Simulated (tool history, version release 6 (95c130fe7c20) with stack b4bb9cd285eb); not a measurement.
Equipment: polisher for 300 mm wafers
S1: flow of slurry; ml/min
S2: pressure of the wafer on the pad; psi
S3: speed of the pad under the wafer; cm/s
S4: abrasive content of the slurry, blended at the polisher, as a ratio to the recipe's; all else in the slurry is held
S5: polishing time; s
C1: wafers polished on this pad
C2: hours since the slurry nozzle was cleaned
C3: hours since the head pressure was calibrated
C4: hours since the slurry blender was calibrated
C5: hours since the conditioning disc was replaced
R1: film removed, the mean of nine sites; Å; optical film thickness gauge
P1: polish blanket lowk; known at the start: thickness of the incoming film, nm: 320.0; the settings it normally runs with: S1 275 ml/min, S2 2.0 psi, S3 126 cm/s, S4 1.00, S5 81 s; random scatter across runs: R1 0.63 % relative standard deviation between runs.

run	hour	S1	S2	S3	S4	S5	C1	C2	C3	C4	C5	R1
1	8.7	275	2.0	126	1.00	81	544	258.2	679.9	65.9	49.7	422.12
2	16.0	275	2.0	198	1.00	81	632	265.5	687.2	73.2	57.0	600.60
3	28.3	420	2.0	126	1.00	81	781	277.8	699.5	85.5	69.3	434.52
# hour 33.9: conditioning disc replaced and pad reconditioned
4	42.4	275	2.0	126	0.50	81	952	291.9	713.6	99.6	8.5	289.73
5	54.6	405	2.0	186	1.00	81	1099	304.1	725.8	111.8	20.7	590.91
6	66.5	195	2.0	126	1.00	81	1243	316.0	737.7	123.7	32.6	404.51
7	75.9	275	2.0	126	1.00	81	1357	325.4	747.1	133.1	42.0	418.34
8	84.7	275	2.0	126	1.00	81	1464	334.2	755.9	141.9	50.8	421.70
9	101.3	275	2.6	126	1.00	81	1665	350.8	772.5	158.5	67.4	544.70
10	110.4	275	2.0	126	1.00	81	1775	359.9	781.6	167.6	76.5	421.40
11	124.6	275	2.0	126	1.00	81	1947	374.1	795.8	181.8	90.7	420.70
12	133.8	275	2.0	126	1.00	36	2058	383.3	805.0	191.0	99.9	187.01
13	149.7	275	2.0	76	1.00	81	2251	399.2	820.9	206.9	115.8	277.85
# hour 159.4: worn pad replaced by a new one
14	166.0	275	2.8	126	1.50	81	80	415.5	837.2	223.2	132.1	692.94
15	181.3	275	1.2	186	1.00	81	265	430.8	852.5	238.5	147.4	343.78
16	195.1	275	2.0	126	1.25	81	432	444.6	866.3	252.3	161.2	460.41
17	203.4	275	2.0	126	1.00	114	532	452.9	874.6	260.6	169.5	592.99
18	217.7	275	1.1	126	1.00	81	706	467.2	888.9	274.9	183.8	230.27
19	229.2	275	2.0	126	1.00	81	845	478.7	900.4	286.4	195.3	419.16
20	240.5	275	2.0	126	1.00	81	982	490.0	911.7	297.7	206.6	409.12
21	247.8	275	2.0	126	1.00	81	1070	497.3	919.0	305.0	213.9	402.07
22	258.0	275	2.0	126	1.00	81	1193	507.5	929.2	315.2	224.1	397.03
23	272.4	275	2.0	126	1.00	81	1368	521.9	943.6	329.6	238.5	389.35
# hour 278.4: worn pad replaced by a new one
# hour 282.1: slurry nozzle cleaned
24	282.3	275	2.0	126	1.00	81	47	0.3	953.5	339.5	248.4	387.58
25	294.6	275	2.0	126	1.00	81	196	12.6	965.8	351.8	260.7	381.77

For run 26, what comes out?
26	310.0	275	2.0	126	1.00	81	383	28.0	981.2	367.2	276.1	?

R1: 384.14 Å

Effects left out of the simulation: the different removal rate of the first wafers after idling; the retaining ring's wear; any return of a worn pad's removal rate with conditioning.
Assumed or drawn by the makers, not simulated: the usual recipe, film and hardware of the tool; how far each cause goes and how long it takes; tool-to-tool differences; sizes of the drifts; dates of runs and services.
